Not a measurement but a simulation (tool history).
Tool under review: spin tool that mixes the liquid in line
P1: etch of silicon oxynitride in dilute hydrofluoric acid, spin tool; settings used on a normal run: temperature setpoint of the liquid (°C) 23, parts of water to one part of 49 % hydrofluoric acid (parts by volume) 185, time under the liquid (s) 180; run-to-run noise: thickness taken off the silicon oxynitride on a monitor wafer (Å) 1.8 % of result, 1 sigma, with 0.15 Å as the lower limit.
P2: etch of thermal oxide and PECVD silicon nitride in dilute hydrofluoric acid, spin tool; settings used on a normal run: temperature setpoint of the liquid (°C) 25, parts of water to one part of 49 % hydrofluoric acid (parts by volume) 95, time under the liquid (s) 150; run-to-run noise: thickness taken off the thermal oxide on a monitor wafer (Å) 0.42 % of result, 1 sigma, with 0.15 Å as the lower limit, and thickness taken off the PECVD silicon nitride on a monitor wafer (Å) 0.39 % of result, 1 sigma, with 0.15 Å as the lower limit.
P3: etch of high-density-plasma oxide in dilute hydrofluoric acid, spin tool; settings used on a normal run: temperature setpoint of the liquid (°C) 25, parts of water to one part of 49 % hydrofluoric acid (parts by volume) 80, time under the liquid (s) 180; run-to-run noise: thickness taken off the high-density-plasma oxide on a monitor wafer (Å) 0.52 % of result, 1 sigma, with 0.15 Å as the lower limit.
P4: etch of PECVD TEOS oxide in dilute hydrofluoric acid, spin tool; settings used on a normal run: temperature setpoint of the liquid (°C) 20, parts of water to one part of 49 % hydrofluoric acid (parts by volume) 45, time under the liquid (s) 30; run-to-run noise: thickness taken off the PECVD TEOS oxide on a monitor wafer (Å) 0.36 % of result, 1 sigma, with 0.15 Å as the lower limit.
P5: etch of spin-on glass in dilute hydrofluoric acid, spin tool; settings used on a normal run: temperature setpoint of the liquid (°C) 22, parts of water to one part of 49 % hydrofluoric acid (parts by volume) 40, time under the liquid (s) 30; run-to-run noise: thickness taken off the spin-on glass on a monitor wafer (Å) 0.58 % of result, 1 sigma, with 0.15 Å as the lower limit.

| run | hour | process that ran | temperature setpoint of the liquid (°C) | parts of water to one part of 49 % hydrofluoric acid (parts by volume) | time under the liquid (s) | hours since the thermometer was replaced | hours since the hydrofluoric acid flow meter was replaced | thickness taken off the silicon oxynitride on a monitor wafer (Å) | thickness taken off the high-density-plasma oxide on a monitor wafer (Å) | thickness taken off the spin-on glass on a monitor wafer (Å) | thickness taken off the PECVD TEOS oxide on a monitor wafer (Å) | thickness taken off the thermal oxide on a monitor wafer (Å) | thickness taken off the PECVD silicon nitride on a monitor wafer (Å) |
|---|---|---|---|---|---|---|---|---|---|---|---|---|---|
| 1 | 9.3 | P1 | 23 | 185 | 180 | 513.3 | 254.5 | 12.443 |  |  |  |  |  |
| 2 | 20.5 | P3 | 25 | 80 | 180 | 524.5 | 265.7 |  | 211.31 |  |  |  |  |
| 3 | 28.7 | P1 | 23 | 185 | 270 | 532.7 | 273.9 | 19.653 |  |  |  |  |  |
| 4 | 38.6 | P1 | 27.5 | 185 | 40 | 542.6 | 283.8 | 3.6916 |  |  |  |  |  |
| 5 | 45.3 | P5 | 17 | 40 | 30 | 549.3 | 290.5 |  |  | 217.1 |  |  |  |
| 6 | 52.9 | P4 | 20 | 30 | 30 | 556.9 | 298.1 |  |  |  | 108.98 |  |  |
| 7 | 61.3 | P1 | 17 | 185 | 180 | 565.3 | 306.5 | 10.113 |  |  |  |  |  |
| 8 | 70 | P4 | 26.5 | 45 | 30 | 574 | 315.2 |  |  |  | 93.995 |  |  |
| 9 | 81.3 | P1 | 23 | 245 | 75 | 585.3 | 326.5 | 4.1196 |  |  |  |  |  |
| 10 | 87.1 | P4 | 20 | 45 | 60 | 591.1 | 332.3 |  |  |  | 143.55 |  |  |
| 11 | 97.2 | P3 | 25 | 80 | 90 | 601.2 | 342.4 |  | 105.49 |  |  |  |  |
| 12 | 107.6 | P2 | 25 | 95 | 265 | 611.6 | 352.8 |  |  |  |  | 142.13 | 170.9 |
| 13 | 118.7 | P1 | 23 | 305 | 180 | 622.7 | 363.9 | 7.2417 |  |  |  |  |  |
| 14 | 129.3 | P3 | 17 | 80 | 180 | 633.3 | 374.5 |  | 152.15 |  |  |  |  |
| 15 | 142.4 | P1 | 23 | 185 | 180 | 646.4 | 387.6 | 12.595 |  |  |  |  |  |
| 16 | 150 | P2 | 32.5 | 95 | 150 | 654 | 395.2 |  |  |  |  | 107.85 | 157.85 |
| 17 | 158.6 | P2 | 25 | 95 | 150 | 662.6 | 403.8 |  |  |  |  | 80.563 | 97.531 |
| 18 | 164.7 | P1 | 28.5 | 185 | 180 | 668.7 | 409.9 | 16.795 |  |  |  |  |  |
| 19 | 174.1 | P1 | 23 | 185 | 180 | 678.1 | 419.3 | 12.559 |  |  |  |  |  |
| 20 | 182.4 | P4 | 20 | 45 | 30 | 686.4 | 427.6 |  |  |  | 71.717 |  |  |
| 21 | 194.3 | P3 | 25 | 20 | 180 | 698.3 | 439.5 |  | 919.27 |  |  |  |  |
| 22 | 201.1 | P3 | 25 | 80 | 180 | 705.1 | 446.3 |  | 210.05 |  |  |  |  |
| 23 | 207.3 | P5 | 22 | 40 | 15 | 711.3 | 452.5 |  |  | 134.51 |  |  |  |
| 24 | 215.8 | P4 | 20 | 45 | 30 | 719.8 | 461 |  |  |  | 72.159 |  |  |
| 25 | 221.9 | P1 | 23 | 185 | 180 | 725.9 | 467.1 | 12.576 |  |  |  |  |  |
| 26 | 231.6 | P1 | 23 | 185 | 25 | 735.6 | 476.8 | 1.7338 |  |  |  |  |  |
| 27 | 242.3 | P5 | 22 | 70 | 30 | 746.3 | 487.5 |  |  | 147.3 |  |  |  |
| 28 | 251.1 | P1 | 23 | 115 | 180 | 755.1 | 496.3 | 22.114 |  |  |  |  |  |
| 29 | 262.4 | P2 | 25 | 170 | 150 | 766.4 | 507.6 |  |  |  |  | 41.071 | 54.818 |
| 30 | 269 | P1 | 17 | 265 | 180 | 773 | 514.2 | 5.9977 |  |  |  |  |  |

Run 31, settings as shown, results not yet in. Your forecast:
| 31 | 277 | P5 | 22 | 40 | 30 | 781 | 522.2 |  |  | ? |  |  |  |

thickness taken off the spin-on glass on a monitor wafer (Å): 269.26

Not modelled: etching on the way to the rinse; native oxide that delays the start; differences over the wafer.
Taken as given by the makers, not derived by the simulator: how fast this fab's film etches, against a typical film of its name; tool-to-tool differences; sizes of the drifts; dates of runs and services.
